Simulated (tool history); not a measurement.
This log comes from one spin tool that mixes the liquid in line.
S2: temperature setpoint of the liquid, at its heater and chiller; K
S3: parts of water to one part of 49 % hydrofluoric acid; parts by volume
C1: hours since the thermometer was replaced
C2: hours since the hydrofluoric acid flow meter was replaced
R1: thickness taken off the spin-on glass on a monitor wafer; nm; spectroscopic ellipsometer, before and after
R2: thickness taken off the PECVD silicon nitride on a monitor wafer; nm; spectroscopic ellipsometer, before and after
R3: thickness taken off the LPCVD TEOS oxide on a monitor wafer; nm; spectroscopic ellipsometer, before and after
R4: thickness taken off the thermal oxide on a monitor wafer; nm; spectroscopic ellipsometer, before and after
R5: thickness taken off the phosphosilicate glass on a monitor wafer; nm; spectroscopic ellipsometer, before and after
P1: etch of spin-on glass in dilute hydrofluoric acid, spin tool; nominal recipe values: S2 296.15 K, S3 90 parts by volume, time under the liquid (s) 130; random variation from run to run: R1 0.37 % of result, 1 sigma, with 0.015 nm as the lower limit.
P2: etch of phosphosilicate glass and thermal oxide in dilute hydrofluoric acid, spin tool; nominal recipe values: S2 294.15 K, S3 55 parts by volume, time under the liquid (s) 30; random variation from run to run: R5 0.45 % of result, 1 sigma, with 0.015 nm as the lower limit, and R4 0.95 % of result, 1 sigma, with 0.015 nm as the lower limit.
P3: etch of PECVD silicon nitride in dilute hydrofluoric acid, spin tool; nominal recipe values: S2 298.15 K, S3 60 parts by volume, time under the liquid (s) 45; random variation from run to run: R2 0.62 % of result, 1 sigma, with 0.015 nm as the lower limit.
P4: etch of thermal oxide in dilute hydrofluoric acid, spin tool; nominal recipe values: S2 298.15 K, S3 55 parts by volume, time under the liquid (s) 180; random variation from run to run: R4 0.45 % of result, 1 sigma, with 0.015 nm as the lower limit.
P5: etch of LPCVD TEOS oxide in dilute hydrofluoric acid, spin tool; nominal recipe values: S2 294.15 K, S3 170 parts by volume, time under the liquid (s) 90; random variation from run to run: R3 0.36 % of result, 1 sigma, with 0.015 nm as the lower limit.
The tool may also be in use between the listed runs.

{"run": 1, "day": 0.267, "process that ran": "P1", "S2": 296.15, "S3": 90, "time under the liquid (s)": 130, "C1": 1999.8, "C2": 448.1, "R1": 28.332}
{"run": 2, "day": 0.488, "process that ran": "P3", "S2": 298.15, "S3": 60, "time under the liquid (s)": 45, "C1": 2005.1, "C2": 453.4, "R2": 4.3576}
{"run": 3, "day": 0.779, "process that ran": "P1", "S2": 296.15, "S3": 150, "time under the liquid (s)": 235, "C1": 2012.1, "C2": 460.4, "R1": 28.581}
{"run": 4, "day": 1.021, "process that ran": "P1", "S2": 302.15, "S3": 90, "time under the liquid (s)": 130, "C1": 2017.9, "C2": 466.2, "R1": 35.988}
{"run": 5, "day": 1.342, "process that ran": "P5", "S2": 290.15, "S3": 170, "time under the liquid (s)": 90, "C1": 2025.6, "C2": 473.9, "R3": 20.575}
{"run": 6, "day": 1.529, "process that ran": "P4", "S2": 298.15, "S3": 55, "time under the liquid (s)": 180, "C1": 2030.1, "C2": 478.4, "R4": 16.619}
{"run": 7, "day": 1.758, "process that ran": "P4", "S2": 291.15, "S3": 55, "time under the liquid (s)": 180, "C1": 2035.6, "C2": 483.9, "R4": 12.444}
{"run": 8, "day": 2.042, "process that ran": "P5", "S2": 294.15, "S3": 170, "time under the liquid (s)": 175, "C1": 2042.4, "C2": 490.7, "R3": 46.881}
{"run": 9, "day": 2.354, "process that ran": "P5", "S2": 294.15, "S3": 105, "time under the liquid (s)": 90, "C1": 2049.9, "C2": 498.2, "R3": 41.823}
{"run": 10, "day": 2.667, "process that ran": "P1", "S2": 296.15, "S3": 125, "time under the liquid (s)": 130, "C1": 2057.4, "C2": 505.7, "R1": 19.772}
{"run": 11, "day": 2.925, "process that ran": "P3", "S2": 298.15, "S3": 60, "time under the liquid (s)": 15, "C1": 2063.6, "C2": 511.9, "R2": 1.4607}
{"run": 12, "day": 3.238, "process that ran": "P1", "S2": 296.15, "S3": 90, "time under the liquid (s)": 130, "C1": 2071.1, "C2": 519.4, "R1": 28.546}
{"run": 13, "day": 3.471, "process that ran": "P1", "S2": 296.15, "S3": 40, "time under the liquid (s)": 130, "C1": 2076.7, "C2": 525.0, "R1": 67.969}
{"run": 14, "day": 3.746, "process that ran": "P3", "S2": 305.65, "S3": 60, "time under the liquid (s)": 45, "C1": 2083.3, "C2": 531.6, "R2": 6.9295}
{"run": 15, "day": 3.942, "process that ran": "P5", "S2": 294.15, "S3": 170, "time under the liquid (s)": 90, "C1": 2088.0, "C2": 536.3, "R3": 23.957}
{"run": 16, "day": 4.117, "process that ran": "P4", "S2": 298.15, "S3": 55, "time under the liquid (s)": 295, "C1": 2092.2, "C2": 540.5, "R4": 27.218}
{"run": 17, "day": 4.4, "process that ran": "P2", "S2": 294.15, "S3": 105, "time under the liquid (s)": 30, "C1": 2099.0, "C2": 547.3, "R4": 1.1446, "R5": 20.089}
{"run": 18, "day": 4.65, "process that ran": "P3", "S2": 298.15, "S3": 30, "time under the liquid (s)": 45, "C1": 2105.0, "C2": 553.3, "R2": 8.592}
{"run": 19, "day": 4.838, "process that ran": "P2", "S2": 294.15, "S3": 55, "time under the liquid (s)": 30, "C1": 2109.5, "C2": 557.8, "R4": 2.3695, "R5": 40.59}
{"run": 20, "day": 5.15, "process that ran": "P1", "S2": 296.15, "S3": 90, "time under the liquid (s)": 190, "C1": 2117.0, "C2": 565.3, "R1": 41.332}
{"day": 5.183, "done": "thermometer replaced"}
{"run": 21, "day": 5.304, "process that ran": "P2", "S2": 294.15, "S3": 55, "time under the liquid (s)": 30, "C1": 2.9, "C2": 569.0, "R4": 2.2838, "R5": 40.765}
{"run": 22, "day": 5.471, "process that ran": "P1", "S2": 296.15, "S3": 90, "time under the liquid (s)": 130, "C1": 6.9, "C2": 573.0, "R1": 28.662}
{"run": 23, "day": 5.7, "process that ran": "P1", "S2": 296.15, "S3": 90, "time under the liquid (s)": 30, "C1": 12.4, "C2": 578.5, "R1": 6.5954}
{"run": 24, "day": 5.904, "process that ran": "P1", "S2": 296.15, "S3": 90, "time under the liquid (s)": 130, "C1": 17.3, "C2": 583.4, "R1": 28.531}
{"run": 25, "day": 6.175, "process that ran": "P1", "S2": 291.65, "S3": 90, "time under the liquid (s)": 130, "C1": 23.8, "C2": 589.9, "R1": 23.544}
{"run": 26, "day": 6.496, "process that ran": "P2", "S2": 294.15, "S3": 55, "time under the liquid (s)": 15, "C1": 31.5, "C2": 597.6, "R4": 1.161, "R5": 20.389}
{"run": 27, "day": 6.804, "process that ran": "P1", "S2": 290.15, "S3": 125, "time under the liquid (s)": 130, "C1": 38.9, "C2": 605.0, "R1": 15.423}
{"run": 28, "day": 7.054, "process that ran": "P4", "S2": 298.15, "S3": 105, "time under the liquid (s)": 180, "C1": 44.9, "C2": 611.0, "R4": 8.172}
{"run": 29, "day": 7.262, "process that ran": "P4", "S2": 298.15, "S3": 55, "time under the liquid (s)": 180, "C1": 49.9, "C2": 616.0, "R4": 16.675}
{"run": 30, "day": 7.538, "process that ran": "P1", "S2": 296.15, "S3": 135, "time under the liquid (s)": 70, "C1": 56.5, "C2": 622.6, "R1": 9.7102}
{"run": 31, "day": 7.758, "process that ran": "P2", "S2": 290.15, "S3": 55, "time under the liquid (s)": 30, "C1": 61.8, "C2": 627.9, "R4": 1.9795, "R5": 34.231}
{"run": 32, "day": 7.975, "process that ran": "P5", "S2": 294.15, "S3": 170, "time under the liquid (s)": 90, "C1": 67.0, "C2": 633.1, "R3": 23.886}
{"run": 33, "day": 8.192, "process that ran": "P1", "S2": 296.15, "S3": 90, "time under the liquid (s)": 130, "C1": 72.2, "C2": 638.3, "R1": 28.318}
{"run": 34, "day": 8.383, "process that ran": "P1", "S2": 296.15, "S3": 90, "time under the liquid (s)": 130, "C1": 76.8, "C2": 642.9, "R1": 29.191}
{"run": 35, "day": 8.712, "process that ran": "P1", "S2": 296.15, "S3": 90, "time under the liquid (s)": 130, "C1": 84.7, "C2": 650.8, "R1": 30.023}
{"run": 36, "day": 9.05, "process that ran": "P1", "S2": 296.15, "S3": 90, "time under the liquid (s)": 130, "C1": 92.8, "C2": 658.9, "R1": 30.305}
{"run": 37, "day": 9.212, "process that ran": "P1", "S2": 296.15, "S3": 90, "time under the liquid (s)": 130, "C1": 96.7, "C2": 662.8, "R1": 30.366}
{"run": 38, "day": 9.533, "process that ran": "P1", "S2": 296.15, "S3": 90, "time under the liquid (s)": 130, "C1": 104.4, "C2": 670.5, "R1": 30.553}
{"run": 39, "day": 9.858, "process that ran": "P1", "S2": 296.15, "S3": 90, "time under the liquid (s)": 130, "C1": 112.2, "C2": 678.3, "R1": 30.552}
{"run": 40, "day": 10.033, "process that ran": "P1", "S2": 296.15, "S3": 90, "time under the liquid (s)": 130, "C1": 116.4, "C2": 682.5, "R1": 30.579}
{"run": 41, "day": 10.262, "process that ran": "P1", "S2": 296.15, "S3": 90, "time under the liquid (s)": 130, "C1": 121.9, "C2": 688.0, "R1": 30.695}
{"run": 42, "day": 10.492, "process that ran": "P1", "S2": 296.15, "S3": 90, "time under the liquid (s)": 130, "C1": 127.4, "C2": 693.5, "R1": 30.794}

Compared with where it was, what P1 gives has crept away. Each cause listed below fits the log as well as the rest, at the size given for it:
A: hydrofluoric acid flow above the setpoint (%) = 7.3
B: liquid hotter than its thermometer reads (K) = 1.96
Creep in the process output first set in at about day 8.192.

Below are 4 check runs, each averaged over 2 wafers, with their results shown as question marks. Which of them would give clearly different results depending on which cause is behind the drift?
{"run": "check 1", "day": 10.721, "process that ran": "P5", "S2": 291.15, "S3": 170, "time under the liquid (s)": 90, "R3": "?"}
{"run": "check 2", "day": 10.721, "process that ran": "P2", "S2": 290.15, "S3": 90, "time under the liquid (s)": 30, "R4": "?", "R5": "?"}
{"run": "check 3", "day": 10.721, "process that ran": "P4", "S2": 298.15, "S3": 80, "time under the liquid (s)": 295, "R4": "?"}
{"run": "check 4", "day": 10.721, "process that ran": "P3", "S2": 298.15, "S3": 60, "time under the liquid (s)": 15, "R2": "?"}

If the cause were each of the candidates in turn, the checks would give the following:
check=check_1 result=R3 if_A=23.143 if_B=23.053
check=check_2 result=R4 if_A=1.2541 if_B=1.2611
check=check_2 result=R5 if_A=21.790 if_B=21.911
check=check_3 result=R4 if_A=19.6090 if_B=19.6080
check=check_4 result=R2 if_A=1.5464 if_B=1.6426
How far apart the two closest causes lie, in the result that separates them most: check 1 0.39 %; check 2 0.56 %; check 3 0 %; check 4 6.04 %
Check 4 distinguishes between the causes, while the remaining checks would return nearly the same result for all of them.

Running check 4 produced the following: R2 1.5444 nm. Which one of the listed causes fits?

It was cause A: hydrofluoric acid flow above the setpoint (%).

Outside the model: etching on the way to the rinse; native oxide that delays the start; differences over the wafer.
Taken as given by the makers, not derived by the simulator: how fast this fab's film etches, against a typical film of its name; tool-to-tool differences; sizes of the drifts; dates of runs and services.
